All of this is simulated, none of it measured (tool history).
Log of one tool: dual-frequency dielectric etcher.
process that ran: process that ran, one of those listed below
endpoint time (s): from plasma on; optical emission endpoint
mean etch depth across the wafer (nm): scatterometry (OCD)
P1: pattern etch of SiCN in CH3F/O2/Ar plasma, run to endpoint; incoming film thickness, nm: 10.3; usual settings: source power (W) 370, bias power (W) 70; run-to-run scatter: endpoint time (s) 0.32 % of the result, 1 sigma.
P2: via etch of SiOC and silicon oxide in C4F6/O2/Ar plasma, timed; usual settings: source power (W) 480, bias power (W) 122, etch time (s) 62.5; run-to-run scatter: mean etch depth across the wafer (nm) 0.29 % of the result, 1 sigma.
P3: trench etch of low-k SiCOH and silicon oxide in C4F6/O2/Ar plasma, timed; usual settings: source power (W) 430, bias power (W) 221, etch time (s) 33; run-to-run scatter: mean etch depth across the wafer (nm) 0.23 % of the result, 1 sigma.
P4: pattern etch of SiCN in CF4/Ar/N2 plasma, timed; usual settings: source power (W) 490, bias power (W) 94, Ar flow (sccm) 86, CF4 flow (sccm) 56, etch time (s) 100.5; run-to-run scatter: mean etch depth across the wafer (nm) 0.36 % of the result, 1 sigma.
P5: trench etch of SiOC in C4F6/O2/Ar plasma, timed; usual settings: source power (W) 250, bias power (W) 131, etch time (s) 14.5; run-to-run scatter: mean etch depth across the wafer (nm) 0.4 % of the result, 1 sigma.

run   hour  process that ran  source power (W)  bias power (W)  etch time (s)  Ar flow (sccm)  CF4 flow (sccm)  endpoint time (s)  mean etch depth across the wafer (nm)
  1    3.2                P1               370              70                                                             28.772
  2    8.6                P1               370              70                                                             29.044
  3   13.7                P5               250             182           14.5                                                                                     24.812
  4   18.9                P4               690              94          100.5              86               56                                                    139.03
  5   23.2                P2               480             122           62.5                                                                                     68.293
  6   26.4                P5               330             131           14.5                                                                                     24.833
  7   30.2                P2               480             122           62.5                                                                                     68.363
  8   36.8                P1               370              70                                                             28.905
  9   42.2                P1               370              70                                                             28.628
 10   48.8                P5               250             131           14.5                                                                                     22.457
 11   53.1                P1               230              83                                                              32.49
 12   60.3                P1               450              70                                                             26.688
 13   63.5                P1               370              70                                                             29.028
 14   69.7                P4               490              56          100.5              86               56                                                    85.637
 15   75.6                P3               430             221             33                                                                                     108.99
 16   81.6                P4               490              94          100.5              67               56                                                    105.39
 17   85.3                P3               430             221             24                                                                                     79.184
 18   90.4                P5               250             131           14.5                                                                                     22.255
 19   94.2                P3               520             221             33                                                                                     116.78
 20   98.3                P5               250             131           21.5                                                                                     33.074
 21    102                P1               370              52                                                             31.856
 22  108.1                P4               490              94          100.5              86               69                                                    104.87
     114.4  -- bias power generator calibrated
 23  114.4                P1               480              83                                                             24.568
 24  118.2                P3               430             148             33                                                                                     96.333
 25  122.2                P4               490              94          100.5              86               56                                                     101.2
 26  127.4                P4               490              94          100.5              86               56                                                    102.14
 27  134.2                P2               480             122           83.5                                                                                     91.345
 28    141                P1               270              70                                                             32.625
 29  147.3                P1               370              89                                                             26.558
 30  154.4                P1               370              70                                                             28.884
 31  159.3                P4               490              94            139              86               56                                                    141.59
 32  163.7                P2               680             122           62.5                                                                                     78.341
 33  169.5                P3               430             221             33                                                                                     108.37
 34  175.5                P2               480              74           62.5                                                                                       59.4
 35  179.7                P1               370              70                                                             28.891

Run 36 comes next. What will it give?
 36  185.9                P1               370              70                                                                  ?

{"run 36": {"endpoint time (s)": 28.795}}
